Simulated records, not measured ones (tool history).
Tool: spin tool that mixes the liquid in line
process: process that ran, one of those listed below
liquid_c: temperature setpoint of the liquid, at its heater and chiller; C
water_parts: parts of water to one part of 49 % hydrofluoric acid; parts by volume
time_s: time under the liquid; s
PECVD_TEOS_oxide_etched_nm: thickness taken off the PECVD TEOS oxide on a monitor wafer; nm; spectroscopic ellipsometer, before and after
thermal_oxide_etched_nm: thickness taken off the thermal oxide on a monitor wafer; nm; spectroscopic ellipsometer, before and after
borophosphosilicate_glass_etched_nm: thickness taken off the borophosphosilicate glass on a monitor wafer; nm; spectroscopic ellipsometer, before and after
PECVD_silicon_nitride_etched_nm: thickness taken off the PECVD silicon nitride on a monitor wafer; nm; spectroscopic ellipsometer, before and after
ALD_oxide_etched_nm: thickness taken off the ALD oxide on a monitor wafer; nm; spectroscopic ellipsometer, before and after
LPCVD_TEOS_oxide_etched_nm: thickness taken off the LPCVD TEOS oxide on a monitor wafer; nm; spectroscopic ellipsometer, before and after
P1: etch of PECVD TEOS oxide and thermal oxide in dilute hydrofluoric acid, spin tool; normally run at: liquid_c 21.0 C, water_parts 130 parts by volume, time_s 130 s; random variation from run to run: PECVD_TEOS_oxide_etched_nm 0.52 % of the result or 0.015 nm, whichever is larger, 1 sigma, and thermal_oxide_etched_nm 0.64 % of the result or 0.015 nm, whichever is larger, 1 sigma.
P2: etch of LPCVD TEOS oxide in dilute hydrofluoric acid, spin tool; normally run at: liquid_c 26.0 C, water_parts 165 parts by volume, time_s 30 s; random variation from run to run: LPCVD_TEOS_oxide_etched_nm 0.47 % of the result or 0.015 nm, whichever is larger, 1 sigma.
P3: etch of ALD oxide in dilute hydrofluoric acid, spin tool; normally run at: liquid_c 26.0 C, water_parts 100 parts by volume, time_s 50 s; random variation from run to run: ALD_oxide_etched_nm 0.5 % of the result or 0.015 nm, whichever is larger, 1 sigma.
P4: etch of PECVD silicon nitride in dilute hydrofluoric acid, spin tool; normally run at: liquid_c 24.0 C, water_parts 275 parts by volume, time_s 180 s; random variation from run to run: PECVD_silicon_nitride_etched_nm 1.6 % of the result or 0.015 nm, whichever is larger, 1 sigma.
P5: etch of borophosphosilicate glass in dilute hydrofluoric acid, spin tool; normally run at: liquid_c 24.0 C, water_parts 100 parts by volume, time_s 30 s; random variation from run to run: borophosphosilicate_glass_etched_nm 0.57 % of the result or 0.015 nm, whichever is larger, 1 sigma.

run,hour,process,liquid_c,water_parts,time_s,PECVD_TEOS_oxide_etched_nm,thermal_oxide_etched_nm,borophosphosilicate_glass_etched_nm,PECVD_silicon_nitride_etched_nm,ALD_oxide_etched_nm,LPCVD_TEOS_oxide_etched_nm
1,9.8,P1,21.0,130,130,12.5060,4.2138,,,,
2,19.6,P5,24.0,100,50,,,22.3570,,,
3,33.9,P4,24.0,50,180,,,,6.63360,,
4,40.7,P1,25.5,130,130,14.9110,5.0096,,,,
5,54.4,P1,21.0,190,130,8.0149,2.7023,,,,
6,68.0,P1,21.0,130,130,12.4970,4.2178,,,,
7,80.0,P4,29.0,275,180,,,,1.73420,,
8,89.2,P5,17.0,100,30,,,10.0900,,,
9,103.4,P1,21.0,130,210,20.1050,6.6771,,,,
10,112.9,P3,26.0,100,25,,,,,2.6118,
11,119.9,P1,21.0,130,130,12.3680,4.1880,,,,
12,132.6,P1,21.0,130,130,12.3590,4.2143,,,,
13,139.1,P3,26.0,100,50,,,,,5.2079,
14,146.0,P2,32.0,165,30,,,,,,6.5347
15,154.7,P2,26.0,65,30,,,,,,15.0670
16,163.1,P4,24.0,275,180,,,,1.25810,,
17,173.8,P2,26.0,165,15,,,,,,2.6491
18,181.0,P3,18.5,100,50,,,,,3.9058,
19,191.8,P1,21.0,130,130,12.5170,4.1394,,,,
20,198.2,P1,17.0,130,130,10.6250,3.5508,,,,
21,212.5,P4,24.0,275,15,,,,0.10514,,
# hour 220.9: hydrofluoric acid flow meter replaced
22,222.1,P5,24.0,100,30,,,13.3930,,,
23,230.1,P5,24.0,150,30,,,8.3471,,,
24,237.3,P1,17.0,30,130,51.1970,17.1850,,,,
25,248.5,P1,21.0,85,200,31.2040,10.3930,,,,
26,255.1,P4,24.0,275,180,,,,1.27610,,
27,261.6,P3,26.0,20,50,,,,,28.9370,
28,275.9,P2,26.0,165,30,,,,,,5.2862
29,285.6,P2,26.0,165,30,,,,,,5.3275
30,293.1,P1,21.0,130,65,6.2227,2.0791,,,,
31,304.3,P1,21.0,75,130,22.8480,7.6899,,,,
32,314.3,P1,21.0,130,130,12.4610,4.1654,,,,
33,323.8,P1,21.0,130,130,12.6260,4.3227,,,,
34,334.9,P1,21.0,130,130,12.9200,4.3526,,,,

The next listed run, before its measurement:
35,345.2,P1,21.0,130,130,?,?,,,,

PECVD_TEOS_oxide_etched_nm: 13.0950 nm
thermal_oxide_etched_nm: 4.3941 nm
